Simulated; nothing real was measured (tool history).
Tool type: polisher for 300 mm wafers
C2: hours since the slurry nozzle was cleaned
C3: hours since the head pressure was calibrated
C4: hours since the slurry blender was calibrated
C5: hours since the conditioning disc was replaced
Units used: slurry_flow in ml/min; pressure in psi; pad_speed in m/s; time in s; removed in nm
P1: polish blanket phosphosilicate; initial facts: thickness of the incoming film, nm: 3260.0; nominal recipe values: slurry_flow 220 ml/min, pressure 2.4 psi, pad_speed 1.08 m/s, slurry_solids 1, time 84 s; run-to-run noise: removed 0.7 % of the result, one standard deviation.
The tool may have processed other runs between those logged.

{"run": 1, "hour": 15.8, "slurry_flow": 220, "pressure": 2.4, "pad_speed": 1.08, "slurry_solids": 1, "time": 84, "wafers polished on this pad": 446, "C2": 133.9, "C3": 777.9, "C4": 303.1, "C5": 143.7, "removed": 574.47}
{"run": 2, "hour": 30.0, "slurry_flow": 220, "pressure": 2.4, "pad_speed": 1.08, "slurry_solids": 1, "time": 84, "wafers polished on this pad": 603, "C2": 148.1, "C3": 792.1, "C4": 317.3, "C5": 157.9, "removed": 579.03}
{"run": 3, "hour": 47.5, "slurry_flow": 220, "pressure": 2.4, "pad_speed": 1.08, "slurry_solids": 0.55, "time": 84, "wafers polished on this pad": 797, "C2": 165.6, "C3": 809.6, "C4": 334.8, "C5": 175.4, "removed": 420.18}
{"run": 4, "hour": 59.7, "slurry_flow": 220, "pressure": 2.4, "pad_speed": 1.08, "slurry_solids": 1, "time": 84, "wafers polished on this pad": 932, "C2": 177.8, "C3": 821.8, "C4": 347, "C5": 187.6, "removed": 570.66}
{"run": 5, "hour": 69.0, "slurry_flow": 220, "pressure": 3.3, "pad_speed": 1.08, "slurry_solids": 1.2, "time": 84, "wafers polished on this pad": 1035, "C2": 187.1, "C3": 831.1, "C4": 356.3, "C5": 196.9, "removed": 849.39}
{"run": 6, "hour": 80.4, "slurry_flow": 220, "pressure": 1.5, "pad_speed": 1.08, "slurry_solids": 1, "time": 84, "wafers polished on this pad": 1161, "C2": 198.5, "C3": 842.5, "C4": 367.7, "C5": 208.3, "removed": 354.8}
{"run": 7, "hour": 94.0, "slurry_flow": 220, "pressure": 3, "pad_speed": 1.08, "slurry_solids": 1, "time": 84, "wafers polished on this pad": 1311, "C2": 212.1, "C3": 856.1, "C4": 381.3, "C5": 221.9, "removed": 717.24}
{"run": 8, "hour": 106.6, "slurry_flow": 220, "pressure": 2.4, "pad_speed": 0.5, "slurry_solids": 1, "time": 84, "wafers polished on this pad": 1451, "C2": 224.7, "C3": 868.7, "C4": 393.9, "C5": 234.5, "removed": 313.74}
{"run": 9, "hour": 121.2, "slurry_flow": 220, "pressure": 2.4, "pad_speed": 1.08, "slurry_solids": 1, "time": 84, "wafers polished on this pad": 1612, "C2": 239.3, "C3": 883.3, "C4": 408.5, "C5": 249.1, "removed": 567.71}
{"run": 10, "hour": 137.0, "slurry_flow": 130, "pressure": 2.4, "pad_speed": 1.08, "slurry_solids": 1, "time": 84, "wafers polished on this pad": 1787, "C2": 255.1, "C3": 899.1, "C4": 424.3, "C5": 264.9, "removed": 520.45}
{"run": 11, "hour": 148.1, "slurry_flow": 220, "pressure": 2.4, "pad_speed": 1.66, "slurry_solids": 1, "time": 84, "wafers polished on this pad": 1909, "C2": 266.2, "C3": 910.2, "C4": 435.4, "C5": 276, "removed": 811}
{"run": 12, "hour": 159.8, "slurry_flow": 220, "pressure": 2.4, "pad_speed": 1.08, "slurry_solids": 1, "time": 43, "wafers polished on this pad": 2039, "C2": 277.9, "C3": 921.9, "C4": 447.1, "C5": 287.7, "removed": 294.9}
{"run": 13, "hour": 172.2, "slurry_flow": 220, "pressure": 2.4, "pad_speed": 1.08, "slurry_solids": 1.4, "time": 84, "wafers polished on this pad": 2176, "C2": 290.3, "C3": 934.3, "C4": 459.5, "C5": 300.1, "removed": 658.34}
{"run": 14, "hour": 182.8, "slurry_flow": 220, "pressure": 2.4, "pad_speed": 1.08, "slurry_solids": 1, "time": 84, "wafers polished on this pad": 2293, "C2": 300.9, "C3": 944.9, "C4": 470.1, "C5": 310.7, "removed": 571.35}
{"run": 15, "hour": 200.8, "slurry_flow": 330, "pressure": 2.4, "pad_speed": 1.08, "slurry_solids": 1, "time": 84, "wafers polished on this pad": 2492, "C2": 318.9, "C3": 962.9, "C4": 488.1, "C5": 328.7, "removed": 597.18}
{"run": 16, "hour": 213.6, "slurry_flow": 220, "pressure": 2.4, "pad_speed": 1.08, "slurry_solids": 1, "time": 84, "wafers polished on this pad": 2634, "C2": 331.7, "C3": 975.7, "C4": 500.9, "C5": 341.5, "removed": 574.51}
{"run": 17, "hour": 226.1, "slurry_flow": 220, "pressure": 2.4, "pad_speed": 1.08, "slurry_solids": 1, "time": 110, "wafers polished on this pad": 2772, "C2": 344.2, "C3": 988.2, "C4": 513.4, "C5": 354, "removed": 747.92}
{"run": 18, "hour": 241.1, "slurry_flow": 220, "pressure": 2.4, "pad_speed": 1.08, "slurry_solids": 1, "time": 84, "wafers polished on this pad": 2938, "C2": 359.2, "C3": 1003.2, "C4": 528.4, "C5": 369, "removed": 573.42}
{"run": 19, "hour": 255.7, "slurry_flow": 220, "pressure": 2.4, "pad_speed": 1.08, "slurry_solids": 1, "time": 84, "wafers polished on this pad": 3099, "C2": 373.8, "C3": 1017.8, "C4": 543, "C5": 383.6, "removed": 559.2}
{"run": 20, "hour": 268.6, "slurry_flow": 220, "pressure": 2.4, "pad_speed": 1.08, "slurry_solids": 1, "time": 84, "wafers polished on this pad": 3242, "C2": 386.7, "C3": 1030.7, "C4": 555.9, "C5": 396.5, "removed": 552.61}
{"run": 21, "hour": 284.2, "slurry_flow": 220, "pressure": 2.4, "pad_speed": 1.08, "slurry_solids": 1, "time": 84, "wafers polished on this pad": 3414, "C2": 402.3, "C3": 1046.3, "C4": 571.5, "C5": 412.1, "removed": 553.45}
{"run": 22, "hour": 302.0, "slurry_flow": 220, "pressure": 2.4, "pad_speed": 1.08, "slurry_solids": 1, "time": 84, "wafers polished on this pad": 3611, "C2": 420.1, "C3": 1064.1, "C4": 589.3, "C5": 429.9, "removed": 542.23}
{"hour": 306.5, "done": "worn pad replaced by a new one"}
{"run": 23, "hour": 317.0, "slurry_flow": 220, "pressure": 2.4, "pad_speed": 1.08, "slurry_solids": 1, "time": 84, "wafers polished on this pad": 116, "C2": 435.1, "C3": 1079.1, "C4": 604.3, "C5": 444.9, "removed": 537.6}
{"hour": 329.9, "done": "conditioning disc replaced and pad reconditioned"}
{"run": 24, "hour": 330.5, "slurry_flow": 220, "pressure": 2.4, "pad_speed": 1.08, "slurry_solids": 1, "time": 84, "wafers polished on this pad": 265, "C2": 448.6, "C3": 1092.6, "C4": 617.8, "C5": 0.7, "removed": 538.91}
{"hour": 337.4, "done": "head pressure recalibrated"}
{"run": 25, "hour": 346.4, "slurry_flow": 220, "pressure": 2.4, "pad_speed": 1.08, "slurry_solids": 1, "time": 84, "wafers polished on this pad": 441, "C2": 464.5, "C3": 9.1, "C4": 633.7, "C5": 16.6, "removed": 536.47}
{"run": 26, "hour": 359.3, "slurry_flow": 220, "pressure": 2.4, "pad_speed": 1.08, "slurry_solids": 1, "time": 84, "wafers polished on this pad": 584, "C2": 477.4, "C3": 22, "C4": 646.6, "C5": 29.5, "removed": 531.38}
{"run": 27, "hour": 371.6, "slurry_flow": 220, "pressure": 2.4, "pad_speed": 1.08, "slurry_solids": 1, "time": 84, "wafers polished on this pad": 720, "C2": 489.7, "C3": 34.3, "C4": 658.9, "C5": 41.8, "removed": 535.51}

Forecast run 28:
{"run": 28, "hour": 388.9, "slurry_flow": 220, "pressure": 2.4, "pad_speed": 1.08, "slurry_solids": 1, "time": 84, "wafers polished on this pad": 911, "C2": 507, "C3": 51.6, "C4": 676.2, "C5": 59.1, "removed": "?"}

{"run 28": {"removed": 538.46}}

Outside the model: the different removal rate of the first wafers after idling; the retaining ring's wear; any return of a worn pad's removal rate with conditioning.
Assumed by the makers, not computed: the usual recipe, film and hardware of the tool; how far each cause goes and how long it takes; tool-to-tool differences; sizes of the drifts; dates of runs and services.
